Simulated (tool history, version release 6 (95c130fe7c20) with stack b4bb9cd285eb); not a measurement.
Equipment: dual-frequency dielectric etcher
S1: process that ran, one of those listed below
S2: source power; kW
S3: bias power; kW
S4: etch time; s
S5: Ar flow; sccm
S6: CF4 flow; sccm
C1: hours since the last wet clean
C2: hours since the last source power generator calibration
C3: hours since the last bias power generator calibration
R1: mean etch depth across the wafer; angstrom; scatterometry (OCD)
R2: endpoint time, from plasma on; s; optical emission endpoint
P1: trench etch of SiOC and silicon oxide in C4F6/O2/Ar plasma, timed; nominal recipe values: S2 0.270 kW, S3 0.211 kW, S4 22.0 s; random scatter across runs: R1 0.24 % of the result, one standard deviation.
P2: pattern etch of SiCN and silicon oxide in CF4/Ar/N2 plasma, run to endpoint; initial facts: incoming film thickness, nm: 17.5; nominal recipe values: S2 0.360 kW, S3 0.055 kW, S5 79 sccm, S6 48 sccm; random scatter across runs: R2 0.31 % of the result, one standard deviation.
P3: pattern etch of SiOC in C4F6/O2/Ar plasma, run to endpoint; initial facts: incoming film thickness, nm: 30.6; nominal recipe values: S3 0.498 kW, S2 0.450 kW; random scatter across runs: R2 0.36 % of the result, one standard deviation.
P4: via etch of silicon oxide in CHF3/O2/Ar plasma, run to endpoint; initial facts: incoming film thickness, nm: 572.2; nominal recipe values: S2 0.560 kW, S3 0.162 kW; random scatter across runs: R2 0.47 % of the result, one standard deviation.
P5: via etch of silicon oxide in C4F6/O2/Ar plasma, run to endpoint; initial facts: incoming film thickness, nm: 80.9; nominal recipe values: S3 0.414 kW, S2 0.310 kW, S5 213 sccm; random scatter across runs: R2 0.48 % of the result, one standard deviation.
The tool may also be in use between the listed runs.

run	hour	S1	S2	S3	S4	S5	S6	C1	C2	C3	R1	R2
1	3.4	P1	0.270	0.211	22.0			409.0	544.0	1237.4	400.13	
2	8.6	P5	0.220	0.414		213		414.2	549.2	1242.6		23.0730
3	14.1	P5	0.310	0.414		158		419.7	554.7	1248.1		19.8510
4	20.9	P4	0.560	0.109				426.5	561.5	1254.9		346.2900
5	27.6	P1	0.270	0.211	22.0			433.2	568.2	1261.6	400.37	
6	33.7	P1	0.270	0.211	22.0			439.3	574.3	1267.7	401.11	
7	40.4	P1	0.270	0.211	22.0			446.0	581.0	1274.4	399.80	
8	43.6	P3	0.450	0.669				449.2	584.2	1277.6		9.0980
9	48.5	P4	0.440	0.162				454.1	589.1	1282.5		332.6300
10	52.3	P5	0.310	0.588		213		457.9	592.9	1286.3		17.7230
11	57.9	P1	0.210	0.211	32.0			463.5	598.5	1291.9	530.12	
12	64.3	P1	0.270	0.211	22.0			469.9	604.9	1298.3	399.99	
13	70.1	P1	0.270	0.142	22.0			475.7	610.7	1304.1	352.07	
14	74.2	P1	0.270	0.211	16.0			479.8	614.8	1308.2	291.27	
15	80.1	P2	0.360	0.055		79	48	485.7	620.7	1314.1		27.1710
16	86.3	P1	0.270	0.211	22.0			491.9	626.9	1320.3	401.46	
17	89.5	P1	0.270	0.211	22.0			495.1	630.1	1323.5	400.05	
18	95.2	P1	0.210	0.211	27.5			500.8	635.8	1329.2	454.09	
19	100.3	P2	0.270	0.055		79	48	505.9	640.9	1334.3		34.8790
20	106.7	P1	0.270	0.211	31.0			512.3	647.3	1340.7	564.66	
21	112.1	P4	0.560	0.162				517.7	652.7	1346.1		302.4500
22	117.3	P3	0.450	0.498				522.9	657.9	1351.3		10.1290
23	123.3	P2	0.360	0.055		79	38	528.9	663.9	1357.3		28.1460
24	128.4	P1	0.190	0.211	22.0			534.0	669.0	1362.4	349.38	
25	134.7	P3	0.630	0.498				540.3	675.3	1368.7		8.8795
26	141.0	P3	0.450	0.498				546.6	681.6	1375.0		10.1510
27	144.1	P1	0.270	0.282	22.0			549.7	684.7	1378.1	442.54	
28	150.8	P2	0.360	0.037		79	48	556.4	691.4	1384.8		30.6210
29	157.2	P5	0.310	0.414		213		562.8	697.8	1391.2		20.2460
30	163.8	P1	0.360	0.211	22.0			569.4	704.4	1397.8	448.38	
31	169.3	P2	0.360	0.055		63	48	574.9	709.9	1403.3		26.0890
32	175.3	P1	0.270	0.211	22.0			580.9	715.9	1409.3	399.32	
33	181.8	P1	0.270	0.211	22.0			587.4	722.4	1415.8	402.14	
34	187.6	P1	0.270	0.211	22.0			593.2	728.2	1421.6	403.89	
35	192.1	P1	0.270	0.211	22.0			597.7	732.7	1426.1	403.35	
36	198.7	P1	0.270	0.211	22.0			604.3	739.3	1432.7	406.15	
# hour 199.1: wet clean of the chamber
37	201.6	P1	0.270	0.211	22.0			2.6	742.2	1435.6	404.85	
38	206.3	P1	0.270	0.211	22.0			7.3	746.9	1440.3	405.21	
39	213.1	P1	0.270	0.211	22.0			14.1	753.7	1447.1	406.48	
40	216.3	P1	0.270	0.211	22.0			17.3	756.9	1450.3	406.11	
41	223.0	P1	0.270	0.211	22.0			24.0	763.6	1457.0	405.73	
42	226.1	P1	0.270	0.211	22.0			27.1	766.7	1460.1	406.26	

P1 has crept away from where it was. The log is fitted equally well by each of these 2 causes, at the sizes shown:
A: source power that arrives over what is set, % = 4.11
B: bias power that arrives over what is set, % = 4.67
The process output started creeping at around hour 175.3.
All other causes, with the reason each is excluded:
chamber walls in a state that raises the etch rate, %: serviced at hour 199.1, after the change had begun; the process did not return to its earlier output

Each of the check runs listed below is run on 2 wafers and reports their average, with the results left as question marks. Pick the one under which the possible causes would lead to clearly different results.
check 1	229.2	P2	0.360	0.055		79	48					?
check 2	229.2	P3	0.450	0.498								?
check 3	229.2	P4	0.560	0.162								?
check 4	229.2	P5	0.310	0.414		213						?

What each check would give under each cause:
check	result	if A	if B
check 1	R2	26.1190	26.6590
check 2	R2	9.9911	9.9703
check 3	R2	299.3300	299.4200
check 4	R2	20.0170	19.9780
Minimum pairwise separation of causes per check, each pair taken at its best-separating result: check 1 2.05 %; check 2 0.21 %; check 3 0.03 %; check 4 0.19 %
Check 1 is the one run that separates the causes; every other check would come out nearly the same whichever cause is at work.

Running check 1 produced the following: R2 26.5860 s. Which one of the listed causes fits?

The cause is B: bias power that arrives over what is set, %.

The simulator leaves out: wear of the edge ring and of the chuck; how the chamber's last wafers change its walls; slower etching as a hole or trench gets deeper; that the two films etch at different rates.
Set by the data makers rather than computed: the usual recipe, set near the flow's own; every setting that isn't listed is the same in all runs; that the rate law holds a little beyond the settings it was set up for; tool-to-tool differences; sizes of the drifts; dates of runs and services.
